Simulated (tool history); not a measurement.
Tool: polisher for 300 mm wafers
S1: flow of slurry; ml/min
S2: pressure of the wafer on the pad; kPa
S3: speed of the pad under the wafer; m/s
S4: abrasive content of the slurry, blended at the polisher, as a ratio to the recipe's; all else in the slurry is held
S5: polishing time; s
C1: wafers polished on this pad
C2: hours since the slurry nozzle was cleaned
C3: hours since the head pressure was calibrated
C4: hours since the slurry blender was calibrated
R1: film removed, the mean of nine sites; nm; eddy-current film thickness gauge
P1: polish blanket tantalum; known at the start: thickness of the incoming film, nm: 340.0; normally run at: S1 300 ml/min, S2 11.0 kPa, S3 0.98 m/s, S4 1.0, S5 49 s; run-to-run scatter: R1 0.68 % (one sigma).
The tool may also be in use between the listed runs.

| run | hour | S1 | S2 | S3 | S4 | S5 | C1 | C2 | C3 | C4 | R1 |
|---|---|---|---|---|---|---|---|---|---|---|---|
| 1 | 5.7 | 300 | 11.0 | 0.98 | 1.0 | 49 | 1106 | 397.6 | 929.9 | 197.1 | 62.159 |
|  | 12.5 | head pressure recalibrated |
| 2 | 12.7 | 300 | 11.0 | 0.98 | 1.3 | 49 | 1182 | 404.6 | 0.2 | 204.1 | 65.847 |
| 3 | 21.5 | 300 | 11.0 | 0.98 | 0.6 | 49 | 1276 | 413.4 | 9.0 | 212.9 | 51.915 |
| 4 | 29.4 | 300 | 6.2 | 0.98 | 0.6 | 49 | 1361 | 421.3 | 16.9 | 220.8 | 29.448 |
| 5 | 36.4 | 180 | 11.0 | 0.98 | 1.0 | 49 | 1437 | 428.3 | 23.9 | 227.8 | 59.063 |
| 6 | 44.1 | 300 | 11.0 | 1.44 | 1.0 | 49 | 1519 | 436.0 | 31.6 | 235.5 | 90.309 |
| 7 | 48.5 | 300 | 11.0 | 0.98 | 1.0 | 49 | 1567 | 440.4 | 36.0 | 239.9 | 61.460 |
| 8 | 56.4 | 300 | 11.0 | 0.98 | 1.0 | 49 | 1652 | 448.3 | 43.9 | 247.8 | 61.848 |
| 9 | 65.0 | 300 | 4.8 | 0.98 | 1.0 | 28 | 1744 | 456.9 | 52.5 | 256.4 | 15.551 |
| 10 | 71.9 | 300 | 11.0 | 0.98 | 1.0 | 76 | 1819 | 463.8 | 59.4 | 263.3 | 96.445 |
| 11 | 78.9 | 300 | 17.9 | 0.98 | 1.0 | 49 | 1894 | 470.8 | 66.4 | 270.3 | 100.470 |
| 12 | 85.8 | 300 | 11.0 | 0.98 | 1.0 | 31 | 1968 | 477.7 | 73.3 | 277.2 | 38.575 |
| 13 | 91.8 | 300 | 11.0 | 0.98 | 1.0 | 49 | 2033 | 483.7 | 79.3 | 283.2 | 62.413 |
| 14 | 97.1 | 300 | 5.5 | 0.98 | 1.0 | 49 | 2090 | 489.0 | 84.6 | 288.5 | 30.754 |
| 15 | 101.1 | 375 | 11.0 | 0.98 | 1.0 | 49 | 2133 | 493.0 | 88.6 | 292.5 | 62.978 |
| 16 | 109.6 | 300 | 11.0 | 0.58 | 1.0 | 49 | 2225 | 501.5 | 97.1 | 301.0 | 36.818 |
| 17 | 116.4 | 300 | 11.0 | 0.98 | 1.0 | 49 | 2298 | 508.3 | 103.9 | 307.8 | 62.154 |
| 18 | 121.1 | 300 | 11.0 | 0.98 | 1.0 | 49 | 2348 | 513.0 | 108.6 | 312.5 | 60.532 |
| 19 | 125.4 | 300 | 11.0 | 0.98 | 1.0 | 49 | 2395 | 517.3 | 112.9 | 316.8 | 59.846 |
| 20 | 130.3 | 300 | 11.0 | 0.98 | 1.0 | 49 | 2447 | 522.2 | 117.8 | 321.7 | 58.692 |
| 21 | 137.8 | 300 | 11.0 | 0.98 | 1.0 | 49 | 2528 | 529.7 | 125.3 | 329.2 | 58.240 |
|  | 138.0 | slurry nozzle cleaned |
|  | 143.4 | head pressure recalibrated |
| 22 | 146.6 | 300 | 11.0 | 0.98 | 1.0 | 49 | 2623 | 8.6 | 3.2 | 338.0 | 57.561 |
| 23 | 154.3 | 300 | 11.0 | 0.98 | 1.0 | 49 | 2706 | 16.3 | 10.9 | 345.7 | 57.320 |
| 24 | 159.2 | 300 | 11.0 | 0.98 | 1.0 | 49 | 2758 | 21.2 | 15.8 | 350.6 | 57.852 |
| 25 | 167.3 | 300 | 11.0 | 0.98 | 1.0 | 49 | 2846 | 29.3 | 23.9 | 358.7 | 57.512 |
| 26 | 174.5 | 300 | 11.0 | 0.98 | 1.0 | 49 | 2923 | 36.5 | 31.1 | 365.9 | 56.798 |

What P1 gives has crept away from where it was. These 2 causes fit the log equally well, each at the size given:
A: abrasive missing from the slurry, % = 22.1
B: removal rate lost through wear of the pad, % = 7.51
The creep began at about hour 116.4.
Why every other cause is out:
slurry flow missing at the pad, %: serviced at hour 138.0, which brought nothing back
head's pressure below its setpoint, %: serviced at hour 143.4, which brought nothing back

4 check runs are offered, each on 5 wafers whose results are averaged, their results left as question marks. Which one tells the causes apart?
| check 1 | 181.7 | 185 | 11.0 | 0.98 | 1.00 | 60 |  |  |  |  | ? |
| check 2 | 181.7 | 300 | 11.0 | 0.98 | 0.65 | 49 |  |  |  |  | ? |
| check 3 | 181.7 | 300 | 5.5 | 0.98 | 1.00 | 49 |  |  |  |  | ? |
| check 4 | 181.7 | 300 | 15.9 | 0.68 | 1.00 | 49 |  |  |  |  | ? |

What each check would give under each cause:
| check | result | if A | if B |
|---|---|---|---|
| check 1 | R1 | 66.446 | 66.438 |
| check 2 | R1 | 48.466 | 49.671 |
| check 3 | R1 | 28.660 | 28.656 |
| check 4 | R1 | 57.174 | 57.166 |
How far apart the two closest causes lie, in the result that separates them most: check 1 0.01 %; check 2 2.46 %; check 3 0.01 %; check 4 0.01 %
Only check 2 tells the causes apart: in the others they would give nearly the same result.

Then check 2 was run and gave: R1 49.784 nm. Which cause is it?

It is B: removal rate lost through wear of the pad, %.
